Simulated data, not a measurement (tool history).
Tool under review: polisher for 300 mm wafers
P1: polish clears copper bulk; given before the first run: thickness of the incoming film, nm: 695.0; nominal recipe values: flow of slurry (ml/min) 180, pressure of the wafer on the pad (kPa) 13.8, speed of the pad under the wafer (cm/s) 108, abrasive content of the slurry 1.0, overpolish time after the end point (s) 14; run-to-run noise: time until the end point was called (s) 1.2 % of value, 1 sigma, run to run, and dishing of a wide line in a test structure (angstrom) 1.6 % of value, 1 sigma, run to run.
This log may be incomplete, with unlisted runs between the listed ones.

run	hour	flow of slurry (ml/min)	pressure of the wafer on the pad (kPa)	speed of the pad under the wafer (cm/s)	abrasive content of the slurry	overpolish time after the end point (s)	wafers polished on this pad	hours since the slurry nozzle was cleaned	hours since the head pressure was calibrated	hours since the slurry blender was calibrated	time until the end point was called (s)	dishing of a wide line in a test structure (angstrom)
1	8.1	180	13.8	108	1.0	14	253	240.1	328.6	75.8	82.293	331.76
2	20.2	180	13.8	108	1.0	25	322	252.2	340.7	87.9	82.695	341.93
3	30.4	180	13.8	108	0.6	14	380	262.4	350.9	98.1	89.942	322.18
4	44.4	180	13.8	108	1.0	14	459	276.4	364.9	112.1	78.368	329.77
5	52.6	180	13.8	108	1.0	14	506	284.6	373.1	120.3	80.191	318.45
6	63.1	270	13.8	108	1.0	14	566	295.1	383.6	130.8	76.500	331.89
7	73.5	110	13.8	108	1.0	14	625	305.5	394.0	141.2	88.144	312.75
8	83.7	180	13.8	108	1.0	4	683	315.7	404.2	151.4	80.449	183.36
9	97.0	275	21.4	108	1.0	14	758	329.0	417.5	164.7	49.611	356.69
10	107.3	180	13.8	108	1.0	14	817	339.3	427.8	175.0	79.674	327.39
11	115.8	180	13.8	108	1.0	14	865	347.8	436.3	183.5	81.985	325.04
12	125.3	180	7.6	52	1.0	14	919	357.3	445.8	193.0	308.550	172.84
13	137.8	180	13.8	164	1.0	14	991	369.8	458.3	205.5	54.287	342.86
# hour 144.9: slurry blender recalibrated
14	149.9	180	13.8	108	1.3	14	1059	381.9	470.4	5.0	76.376	328.05
15	164.4	180	9.0	108	1.0	14	1142	396.4	484.9	19.5	126.100	277.68
16	171.3	180	13.8	108	1.0	14	1181	403.3	491.8	26.4	81.482	333.23
# hour 174.7: head pressure recalibrated
17	180.2	180	13.8	48	1.0	14	1232	412.2	5.6	35.3	184.130	240.69
18	193.8	180	22.1	108	1.0	14	1309	425.8	19.2	48.9	51.117	353.81
19	203.6	180	13.8	108	1.0	14	1365	435.6	29.0	58.7	81.306	311.78
20	212.3	180	13.8	108	1.0	14	1414	444.3	37.7	67.4	83.577	332.65
21	222.1	180	13.8	108	1.0	14	1470	454.1	47.5	77.2	86.473	314.77

Run 22 has not been measured yet. What should we expect?
22	236.2	180	13.8	108	1.0	14	1550	468.2	61.6	91.3	?	?

{"run 22": {"time until the end point was called (s)": 86.907, "dishing of a wide line in a test structure (angstrom)": 315.15}}

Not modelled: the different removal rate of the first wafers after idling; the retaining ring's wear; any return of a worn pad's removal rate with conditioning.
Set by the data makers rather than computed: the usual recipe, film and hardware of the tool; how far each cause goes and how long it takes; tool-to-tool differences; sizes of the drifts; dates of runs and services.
